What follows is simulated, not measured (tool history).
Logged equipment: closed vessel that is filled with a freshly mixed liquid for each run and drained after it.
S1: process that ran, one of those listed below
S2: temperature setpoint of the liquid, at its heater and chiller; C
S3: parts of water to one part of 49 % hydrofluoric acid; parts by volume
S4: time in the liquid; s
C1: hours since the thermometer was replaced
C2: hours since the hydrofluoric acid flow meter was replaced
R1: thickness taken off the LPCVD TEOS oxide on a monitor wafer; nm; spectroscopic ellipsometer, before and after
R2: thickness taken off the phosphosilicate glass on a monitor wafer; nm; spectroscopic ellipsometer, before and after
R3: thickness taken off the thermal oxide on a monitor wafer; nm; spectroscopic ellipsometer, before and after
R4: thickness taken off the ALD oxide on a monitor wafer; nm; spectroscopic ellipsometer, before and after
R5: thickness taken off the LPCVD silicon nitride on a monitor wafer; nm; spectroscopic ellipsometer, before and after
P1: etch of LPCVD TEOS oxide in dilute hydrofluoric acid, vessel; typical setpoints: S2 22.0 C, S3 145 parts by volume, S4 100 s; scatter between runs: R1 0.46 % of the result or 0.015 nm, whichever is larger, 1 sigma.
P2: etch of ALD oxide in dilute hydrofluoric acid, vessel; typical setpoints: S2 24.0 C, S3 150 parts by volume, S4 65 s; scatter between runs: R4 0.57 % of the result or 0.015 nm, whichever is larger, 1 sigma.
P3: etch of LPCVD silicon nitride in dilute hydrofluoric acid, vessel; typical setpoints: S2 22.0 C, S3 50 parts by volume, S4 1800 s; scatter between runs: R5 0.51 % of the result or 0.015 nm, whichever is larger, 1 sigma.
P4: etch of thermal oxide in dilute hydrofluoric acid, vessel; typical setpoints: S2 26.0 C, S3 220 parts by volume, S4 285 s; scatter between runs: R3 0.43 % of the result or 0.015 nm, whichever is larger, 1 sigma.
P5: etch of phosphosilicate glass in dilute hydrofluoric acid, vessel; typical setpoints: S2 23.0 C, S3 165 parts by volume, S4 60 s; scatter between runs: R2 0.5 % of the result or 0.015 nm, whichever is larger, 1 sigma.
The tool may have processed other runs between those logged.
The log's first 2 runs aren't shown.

run   hour  S1    S2   S3    S4     C1     C2       R1      R2       R3      R4       R5
  3   27.0  P1  22.0  145   100  570.3  463.3   34.451
  4   35.1  P4  26.0   40   285  578.4  471.4                   39.4690
  5   46.4  P2  24.0  150    65  589.7  482.7                            11.082
  6   56.7  P3  22.0   50   855  600.0  493.0                                     7.2234
  7   68.0  P1  22.0  145   100  611.3  504.3   34.289
  8   74.1  P5  23.0  165    60  617.4  510.4           43.102
  9   81.5  P3  22.0   90  1800  624.8  517.8                                     8.5443
 10   91.4  P1  22.0  145   100  634.7  527.7   34.561
 11   98.1  P1  22.0  145   150  641.4  534.4   51.378
     104.6  -- thermometer replaced
 12  104.6  P2  24.0   25    65    0.1  540.9                            78.508
 13  114.4  P1  22.0  145   100    9.9  550.7   34.423
 14  122.5  P4  26.0  220   285   18.0  558.8                    5.7224
 15  131.2  P1  22.0  145    30   26.7  567.5   10.318
 16  142.2  P3  22.0   50  1800   37.7  578.5                                    15.3300
 17  148.7  P1  22.0   75   100   44.2  585.0   72.099
 18  157.1  P3  27.5   50  1800   52.6  593.4                                    22.2460
 19  169.4  P1  30.0  145   100   64.9  605.7   46.480
 20  181.7  P1  17.0  145   100   77.2  618.0   28.224
 21  187.7  P5  17.5  165    60   83.2  624.0           34.749
 22  196.3  P1  22.0   55   165   91.8  632.6  166.950
 23  207.1  P4  26.0  220   285  102.6  643.4                    5.6889
 24  215.9  P2  24.0  150    65  111.4  652.2                            10.984
 25  225.7  P1  22.0  145   100  121.2  662.0   34.202
 26  233.6  P4  21.5  220   285  129.1  669.9                    4.8728
 27  241.0  P2  29.5  150    65  136.5  677.3                            13.645

For run 28, what comes out?
 28  248.7  P1  22.0  145  100  144.2  685.0   ?

Run 28 came out at R1 34.654 nm.
